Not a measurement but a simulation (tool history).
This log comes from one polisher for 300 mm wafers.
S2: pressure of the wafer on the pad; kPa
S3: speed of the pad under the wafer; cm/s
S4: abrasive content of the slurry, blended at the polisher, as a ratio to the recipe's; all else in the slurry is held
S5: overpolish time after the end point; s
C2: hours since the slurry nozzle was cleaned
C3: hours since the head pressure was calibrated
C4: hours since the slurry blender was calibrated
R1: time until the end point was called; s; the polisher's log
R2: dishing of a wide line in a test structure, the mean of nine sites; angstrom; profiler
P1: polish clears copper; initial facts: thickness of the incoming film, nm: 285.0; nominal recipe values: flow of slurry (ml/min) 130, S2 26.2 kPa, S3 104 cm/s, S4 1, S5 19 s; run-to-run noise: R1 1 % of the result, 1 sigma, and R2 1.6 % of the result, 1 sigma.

run 1 day=0.117 | flow_of_slurry_(ml/min)=130 S2=26.2 S3=104 S4=1 S5=19 | wafers_polished_on_this_pad=409 C2=376.3 C3=390.7 C4=165.8 | R1=85.768 R2=355.07
run 2 day=0.296 | flow_of_slurry_(ml/min)=130 S2=26.2 S3=104 S4=0.7 S5=19 | wafers_polished_on_this_pad=441 C2=380.6 C3=395 C4=170.1 | R1=91.613 R2=340.02
run 3 day=0.392 | flow_of_slurry_(ml/min)=130 S2=26.2 S3=104 S4=1 S5=6 | wafers_polished_on_this_pad=459 C2=382.9 C3=397.3 C4=172.4 | R1=85.198 R2=138.84
run 4 day=0.525 | flow_of_slurry_(ml/min)=205 S2=26.2 S3=104 S4=1 S5=19 | wafers_polished_on_this_pad=483 C2=386.1 C3=400.5 C4=175.6 | R1=79.348 R2=389.41
run 5 day=0.7 | flow_of_slurry_(ml/min)=130 S2=26.2 S3=104 S4=0.65 S5=32 | wafers_polished_on_this_pad=516 C2=390.3 C3=404.7 C4=179.8 | R1=92.967 R2=471.81
run 6 day=0.871 | flow_of_slurry_(ml/min)=130 S2=26.2 S3=56 S4=1 S5=19 | wafers_polished_on_this_pad=547 C2=394.4 C3=408.8 C4=183.9 | R1=153.78 R2=229.54
run 7 day=0.967 | flow_of_slurry_(ml/min)=130 S2=26.2 S3=104 S4=1 S5=19 | wafers_polished_on_this_pad=565 C2=396.7 C3=411.1 C4=186.2 | R1=85.531 R2=366.9
run 8 day=1.083 | flow_of_slurry_(ml/min)=130 S2=26.2 S3=142 S4=1 S5=19 | wafers_polished_on_this_pad=586 C2=399.5 C3=413.9 C4=189 | R1=61.649 R2=443.37
run 9 day=1.233 | flow_of_slurry_(ml/min)=130 S2=26.2 S3=104 S4=1 S5=37 | wafers_polished_on_this_pad=614 C2=403.1 C3=417.5 C4=192.6 | R1=85.19 R2=538.93
-- day=1.35 slurry blender recalibrated
run 10 day=1.388 | flow_of_slurry_(ml/min)=130 S2=26.2 S3=104 S4=1 S5=19 | wafers_polished_on_this_pad=642 C2=406.8 C3=421.2 C4=1 | R1=85.233 R2=353.33
run 11 day=1.55 | flow_of_slurry_(ml/min)=85 S2=26.2 S3=104 S4=1 S5=19 | wafers_polished_on_this_pad=672 C2=410.7 C3=425.1 C4=4.9 | R1=94.695 R2=334.26
run 12 day=1.692 | flow_of_slurry_(ml/min)=130 S2=12.4 S3=104 S4=1 S5=19 | wafers_polished_on_this_pad=698 C2=414.1 C3=428.5 C4=8.3 | R1=176.11 R2=196.59
run 13 day=1.804 | flow_of_slurry_(ml/min)=130 S2=26.2 S3=104 S4=1 S5=19 | wafers_polished_on_this_pad=718 C2=416.8 C3=431.2 C4=11 | R1=85.513 R2=353.04
run 14 day=1.95 | flow_of_slurry_(ml/min)=130 S2=18.6 S3=62 S4=1 S5=19 | wafers_polished_on_this_pad=745 C2=420.3 C3=434.7 C4=14.5 | R1=200.89 R2=180.82
run 15 day=2.05 | flow_of_slurry_(ml/min)=130 S2=40 S3=104 S4=1 S5=19 | wafers_polished_on_this_pad=763 C2=422.7 C3=437.1 C4=16.9 | R1=55.03 R2=501.41
run 16 day=2.179 | flow_of_slurry_(ml/min)=130 S2=26.2 S3=104 S4=1.35 S5=19 | wafers_polished_on_this_pad=787 C2=425.8 C3=440.2 C4=20 | R1=79.881 R2=383.15
run 17 day=2.283 | flow_of_slurry_(ml/min)=130 S2=26.2 S3=104 S4=1 S5=19 | wafers_polished_on_this_pad=806 C2=428.3 C3=442.7 C4=22.5 | R1=85.401 R2=368.99
run 18 day=2.454 | flow_of_slurry_(ml/min)=130 S2=26.2 S3=104 S4=1 S5=19 | wafers_polished_on_this_pad=838 C2=432.4 C3=446.8 C4=26.6 | R1=83.304 R2=357.67
run 19 day=2.554 | flow_of_slurry_(ml/min)=130 S2=26.2 S3=104 S4=1 S5=19 | wafers_polished_on_this_pad=856 C2=434.8 C3=449.2 C4=29 | R1=84.132 R2=358.87
run 20 day=2.675 | flow_of_slurry_(ml/min)=130 S2=26.2 S3=104 S4=1 S5=19 | wafers_polished_on_this_pad=878 C2=437.7 C3=452.1 C4=31.9 | R1=88.903 R2=351.85
run 21 day=2.8 | flow_of_slurry_(ml/min)=130 S2=26.2 S3=104 S4=1 S5=19 | wafers_polished_on_this_pad=901 C2=440.7 C3=455.1 C4=34.9 | R1=91.893 R2=346.55
-- day=2.85 slurry blender recalibrated
run 22 day=2.921 | flow_of_slurry_(ml/min)=130 S2=26.2 S3=104 S4=1 S5=19 | wafers_polished_on_this_pad=923 C2=443.6 C3=458 C4=1.8 | R1=93.339 R2=333.94
-- day=2.925 head pressure recalibrated
run 23 day=3.033 | flow_of_slurry_(ml/min)=130 S2=26.2 S3=104 S4=1 S5=19 | wafers_polished_on_this_pad=944 C2=446.3 C3=2.7 C4=4.5 | R1=92.574 R2=333.13
run 24 day=3.15 | flow_of_slurry_(ml/min)=130 S2=26.2 S3=104 S4=1 S5=19 | wafers_polished_on_this_pad=965 C2=449.1 C3=5.5 C4=7.3 | R1=94.293 R2=326.96
run 25 day=3.25 | flow_of_slurry_(ml/min)=130 S2=26.2 S3=104 S4=1 S5=19 | wafers_polished_on_this_pad=984 C2=451.5 C3=7.9 C4=9.7 | R1=93.803 R2=341.03
run 26 day=3.367 | flow_of_slurry_(ml/min)=130 S2=26.2 S3=104 S4=1 S5=19 | wafers_polished_on_this_pad=1005 C2=454.3 C3=10.7 C4=12.5 | R1=93.787 R2=335.29

P1 has crept away from where it was. The log is fitted equally well by each of these 2 causes, at the sizes shown:
A: slurry flow missing at the pad, % = 37.8
B: removal rate lost through wear of the pad, % = 11
The drift started at roughly day 2.554.
Each remaining cause and why it is not a fit:
head's pressure below its setpoint, %: maintenance at day 2.925, after the shift began, did not return the process to its former output
abrasive missing from the slurry, %: maintenance at day 2.85, after the shift began, did not return the process to its former output

4 check runs are offered, each on 5 wafers whose results are averaged, their results left as question marks. Which one tells the causes apart?
run check 1 day=3.483 | flow_of_slurry_(ml/min)=130 S2=26.2 S3=62 S4=1 S5=32 | R1=? R2=?
run check 2 day=3.483 | flow_of_slurry_(ml/min)=130 S2=37.9 S3=104 S4=1 S5=34 | R1=? R2=?
run check 3 day=3.483 | flow_of_slurry_(ml/min)=130 S2=13.8 S3=104 S4=1 S5=9 | R1=? R2=?
run check 4 day=3.483 | flow_of_slurry_(ml/min)=195 S2=26.2 S3=126 S4=1 S5=19 | R1=? R2=?

How each check would come out, cause by cause:
check=check_1 result=R1 if_A=159.07 if_B=159.02
check=check_1 result=R2 if_A=333.95 if_B=334.03
check=check_2 result=R1 if_A=65.521 if_B=65.5
check=check_2 result=R2 if_A=603.54 if_B=603.62
check=check_3 result=R1 if_A=180.18 if_B=180.13
check=check_3 result=R2 if_A=101.16 if_B=101.19
check=check_4 result=R1 if_A=70.634 if_B=73.192
check=check_4 result=R2 if_A=408.65 if_B=399.17
Per-check spread between the two closest causes, in the result where they differ most: check 1 0.03 %; check 2 0.03 %; check 3 0.03 %; check 4 3.56 %
Check 4 is the one run that separates the causes; every other check would come out nearly the same whichever cause is at work.

After running check 4, the following was obtained: R1 72.542 s; R2 399.65 angstrom. Which cause does this point to?

B is the cause: removal rate lost through wear of the pad, %.
